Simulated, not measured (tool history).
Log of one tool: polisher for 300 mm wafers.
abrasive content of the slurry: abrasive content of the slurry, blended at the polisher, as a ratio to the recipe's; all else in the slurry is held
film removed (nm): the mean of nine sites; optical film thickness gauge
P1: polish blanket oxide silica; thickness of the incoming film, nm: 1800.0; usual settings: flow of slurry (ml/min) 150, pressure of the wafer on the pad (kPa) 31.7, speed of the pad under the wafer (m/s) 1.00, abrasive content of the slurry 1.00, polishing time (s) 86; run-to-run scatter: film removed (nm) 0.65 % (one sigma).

| run | hour | flow of slurry (ml/min) | pressure of the wafer on the pad (kPa) | speed of the pad under the wafer (m/s) | abrasive content of the slurry | polishing time (s) | wafers polished on this pad | hours since the slurry nozzle was cleaned | hours since the head pressure was calibrated | hours since the slurry blender was calibrated | hours since the conditioning disc was replaced | film removed (nm) |
|---|---|---|---|---|---|---|---|---|---|---|---|---|
| 1 | 3.3 | 150 | 31.7 | 1.00 | 1.00 | 86 | 333 | 163.7 | 486.9 | 250.0 | 137.1 | 315.94 |
| 2 | 7.5 | 150 | 31.7 | 1.48 | 1.00 | 86 | 370 | 167.9 | 491.1 | 254.2 | 141.3 | 432.00 |
| 3 | 14.0 | 150 | 31.7 | 1.00 | 1.45 | 86 | 429 | 174.4 | 497.6 | 260.7 | 147.8 | 368.03 |
| 4 | 19.1 | 150 | 31.7 | 1.00 | 0.65 | 86 | 474 | 179.5 | 502.7 | 265.8 | 152.9 | 255.00 |
| 5 | 22.1 | 190 | 47.6 | 1.00 | 1.00 | 86 | 501 | 182.5 | 505.7 | 268.8 | 155.9 | 493.34 |
| 6 | 25.7 | 150 | 31.7 | 1.00 | 1.00 | 86 | 533 | 186.1 | 509.3 | 272.4 | 159.5 | 315.22 |
| 7 | 29.7 | 150 | 31.7 | 1.00 | 1.00 | 123 | 569 | 190.1 | 513.3 | 276.4 | 163.5 | 452.99 |
| 8 | 34.5 | 215 | 31.7 | 1.00 | 1.00 | 42 | 612 | 194.9 | 518.1 | 281.2 | 168.3 | 163.40 |
| 9 | 38.6 | 150 | 31.7 | 1.00 | 1.00 | 86 | 649 | 199.0 | 522.2 | 285.3 | 172.4 | 314.11 |
| 10 | 42.8 | 150 | 31.7 | 1.00 | 1.00 | 86 | 686 | 203.2 | 526.4 | 289.5 | 176.6 | 316.37 |
| 11 | 48.8 | 215 | 31.7 | 1.00 | 1.00 | 86 | 740 | 209.2 | 532.4 | 295.5 | 182.6 | 328.53 |
| 12 | 52.9 | 150 | 14.5 | 1.00 | 1.00 | 86 | 777 | 213.3 | 536.5 | 299.6 | 186.7 | 144.36 |
| 13 | 57.9 | 110 | 31.7 | 1.00 | 1.00 | 86 | 822 | 218.3 | 541.5 | 304.6 | 191.7 | 295.53 |
| 14 | 64.6 | 150 | 31.7 | 0.44 | 1.00 | 86 | 882 | 225.0 | 548.2 | 311.3 | 198.4 | 162.91 |

Run 15 comes next. What will it give?
| 15 | 69.8 | 150 | 31.7 | 1.00 | 1.00 | 86 | 928 | 230.2 | 553.4 | 316.5 | 203.6 | ? |

{"run 15": {"film removed (nm)": 311.35}}

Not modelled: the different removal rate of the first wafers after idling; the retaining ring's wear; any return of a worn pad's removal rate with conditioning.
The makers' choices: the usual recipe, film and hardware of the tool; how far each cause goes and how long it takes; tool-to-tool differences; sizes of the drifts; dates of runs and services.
